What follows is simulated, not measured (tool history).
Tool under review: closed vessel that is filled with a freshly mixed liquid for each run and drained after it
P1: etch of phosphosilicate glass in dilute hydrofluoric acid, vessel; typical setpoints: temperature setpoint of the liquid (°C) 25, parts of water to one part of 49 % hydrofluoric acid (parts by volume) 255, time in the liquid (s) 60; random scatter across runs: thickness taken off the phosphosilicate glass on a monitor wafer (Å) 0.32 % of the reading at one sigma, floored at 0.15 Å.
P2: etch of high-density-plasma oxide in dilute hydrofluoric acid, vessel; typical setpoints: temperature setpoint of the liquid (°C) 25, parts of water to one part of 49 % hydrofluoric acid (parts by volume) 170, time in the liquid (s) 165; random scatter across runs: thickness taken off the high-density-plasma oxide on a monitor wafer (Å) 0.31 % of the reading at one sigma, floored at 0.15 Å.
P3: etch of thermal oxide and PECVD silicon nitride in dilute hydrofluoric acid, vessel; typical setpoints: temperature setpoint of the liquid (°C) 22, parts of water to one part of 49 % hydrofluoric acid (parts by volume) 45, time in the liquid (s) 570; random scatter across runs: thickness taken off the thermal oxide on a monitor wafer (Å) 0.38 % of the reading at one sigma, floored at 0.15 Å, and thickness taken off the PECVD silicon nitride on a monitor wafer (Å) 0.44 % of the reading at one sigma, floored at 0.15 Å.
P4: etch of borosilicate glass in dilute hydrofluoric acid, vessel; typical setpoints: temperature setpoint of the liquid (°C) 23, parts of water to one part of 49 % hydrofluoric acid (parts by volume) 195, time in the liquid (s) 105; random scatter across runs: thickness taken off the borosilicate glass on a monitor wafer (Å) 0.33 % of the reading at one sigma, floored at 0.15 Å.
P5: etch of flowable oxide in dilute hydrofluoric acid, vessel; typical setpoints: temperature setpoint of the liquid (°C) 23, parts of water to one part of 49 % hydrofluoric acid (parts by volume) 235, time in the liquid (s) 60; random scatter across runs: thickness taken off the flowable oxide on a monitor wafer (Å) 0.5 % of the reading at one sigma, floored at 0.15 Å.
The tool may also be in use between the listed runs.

run   hour  process that ran  temperature setpoint of the liquid (°C)  parts of water to one part of 49 % hydrofluoric acid (parts by volume)  time in the liquid (s)  thickness taken off the phosphosilicate glass on a monitor wafer (Å)  thickness taken off the thermal oxide on a monitor wafer (Å)  thickness taken off the PECVD silicon nitride on a monitor wafer (Å)  thickness taken off the high-density-plasma oxide on a monitor wafer (Å)  thickness taken off the borosilicate glass on a monitor wafer (Å)  thickness taken off the flowable oxide on a monitor wafer (Å)
  1    9.9                P1                                       25                                                                     255                      60                                                                 194.2
  2   21.7                P1                                       25                                                                     470                      60                                                                85.165
  3   31.7                P1                                       25                                                                     255                      30                                                                96.496
  4   39.7                P3                                       22                                                                      30                     570                                                                                                                               875.4                                                                267.46
  5   51.4                P3                                       22                                                                      45                    1015                                                                                                                              1030.9                                                                324.25
  6   62.8                P2                                       25                                                                     170                     165                                                                                                                                                                                                                                                                              92.039
      68.2  -- thermometer replaced
  7   71.4                P1                                       30                                                                     255                      30                                                                114.79
  8     79                P2                                       19                                                                     170                     165                                                                                                                                                                                                                                                                              73.243
  9   91.1                P1                                       30                                                                     255                      60                                                                229.49
 10   96.8                P3                                       22                                                                      45                     570                                                                                                                              580.12                                                                182.97
 11  106.3                P4                                       23                                                                     195                     190                                                                                                                                                                                                                                                                                                                                                 422.73
 12  112.5                P5                                       23                                                                      55                      60                                                                                                                                                                                                                                                                                                                                                                                                                395.58
 13  122.7                P1                                       25                                                                     255                      60                                                                193.16
 14    131                P1                                       20                                                                     255                      60                                                                160.39
 15  137.5                P5                                       23                                                                     235                      30                                                                                                                                                                                                                                                                                                                                                                                                                38.109
 16  148.3                P2                                       25                                                                     300                     165                                                                                                                                                                                                                                                                              45.379
 17  154.6                P3                                       22                                                                      45                     570                                                                                                                              574.33                                                                182.87
 18  162.8                P5                                     28.5                                                                     235                      60                                                                                                                                                                                                                                                                                                                                                                                                                92.059
 19  175.2                P4                                       23                                                                     360                     105                                                                                                                                                                                                                                                                                                                                                 107.88
 20  182.7                P5                                       23                                                                     235                      60                                                                                                                                                                                                                                                                                                                                                                                                                75.107
 21  190.1                P3                                       30                                                                      45                     570                                                                                                                              796.58                                                                310.32
 22  197.6                P1                                       25                                                                     255                      60                                                                193.32
 23  208.2                P1                                       25                                                                     255                     105                                                                338.72
 24    219                P5                                       23                                                                     235                      60                                                                                                                                                                                                                                                                                                                                                                                                                75.441
 25  230.5                P2                                       25                                                                     170                     165                                                                                                                                                                                                                                                                              91.541
 26    239                P1                                       25                                                                     255                      60                                                                193.41
 27  251.1                P4                                       30                                                                     195                     105                                                                                                                                                                                                                                                                                                                                                 300.73
 28  263.2                P1                                       25                                                                     100                      60                                                                 587.4
 29  274.2                P2                                       25                                                                     170                      30                                                                                                                                                                                                                                                                              16.963
 30  280.3                P4                                       23                                                                     195                     105                                                                                                                                                                                                                                                                                                                                                    233
 31  291.6                P1                                       25                                                                     255                      60                                                                193.73
 32  300.2                P1                                       25                                                                     255                      60                                                                196.86
 33  306.7                P1                                       25                                                                     255                      60                                                                198.66
 34  313.2                P1                                       25                                                                     255                      60                                                                200.86
 35  319.8                P1                                       25                                                                     255                      60                                                                200.97
 36  325.3                P1                                       25                                                                     255                      60                                                                 200.9
 37  334.5                P1                                       25                                                                     255                      60                                                                201.64
 38  345.8                P1                                       25                                                                     255                      60                                                                202.91
 39  351.4                P1                                       25                                                                     255                      60                                                                 203.1
 40  359.5                P1                                       25                                                                     255                      60                                                                 202.1

P1 no longer gives what it gave before; its output has crept away from where it was. The following 2 causes, each at its listed size, fit the log equally well:
A: liquid hotter than its thermometer reads (K) = 1.42
B: hydrofluoric acid flow above the setpoint (%) = 3.99
The onset of the drift is placed at about hour 291.6.

The check runs listed below each take one wafer, and their results are still question marks. Under which run would the listed causes lead to clearly different results?
check 1  367.6                P5                                       28                                                                     235                      30                                                                                                                                                                                                                                                                                                                                                                                                                     ?
check 2  367.6                P2                                       20                                                                     170                     105                                                                                                                                                                                                                                                                                   ?
check 3  367.6                P4                                     26.5                                                                     355                     105                                                                                                                                                                                                                                                                                                                                                      ?
check 4  367.6                P3                                       22                                                                      30                     960                                                                                                                                   ?                                                                     ?

What each check would give under each cause:
  check                                                                    result    if A    if B
check 1             thickness taken off the flowable oxide on a monitor wafer (Å)  47.395  47.434
check 2  thickness taken off the high-density-plasma oxide on a monitor wafer (Å)  51.144  50.653
check 3         thickness taken off the borosilicate glass on a monitor wafer (Å)  129.12  129.99
check 4              thickness taken off the thermal oxide on a monitor wafer (Å)  1574.9  1544.6
check 4      thickness taken off the PECVD silicon nitride on a monitor wafer (Å)  501.51  472.32
Smallest distance between any two causes, each pair judged by its most separating result, in per cent: check 1 0.08 %; check 2 0.97 %; check 3 0.67 %; check 4 6 %
Only check 4 tells the causes apart: in the others they would give nearly the same result.

The results of check 4 are: thickness taken off the thermal oxide on a monitor wafer (Å) 1546.7; thickness taken off the PECVD silicon nitride on a monitor wafer (Å) 472.68. Based on these, which of the listed causes is it?

Of the candidate causes, it is B: hydrofluoric acid flow above the setpoint (%).
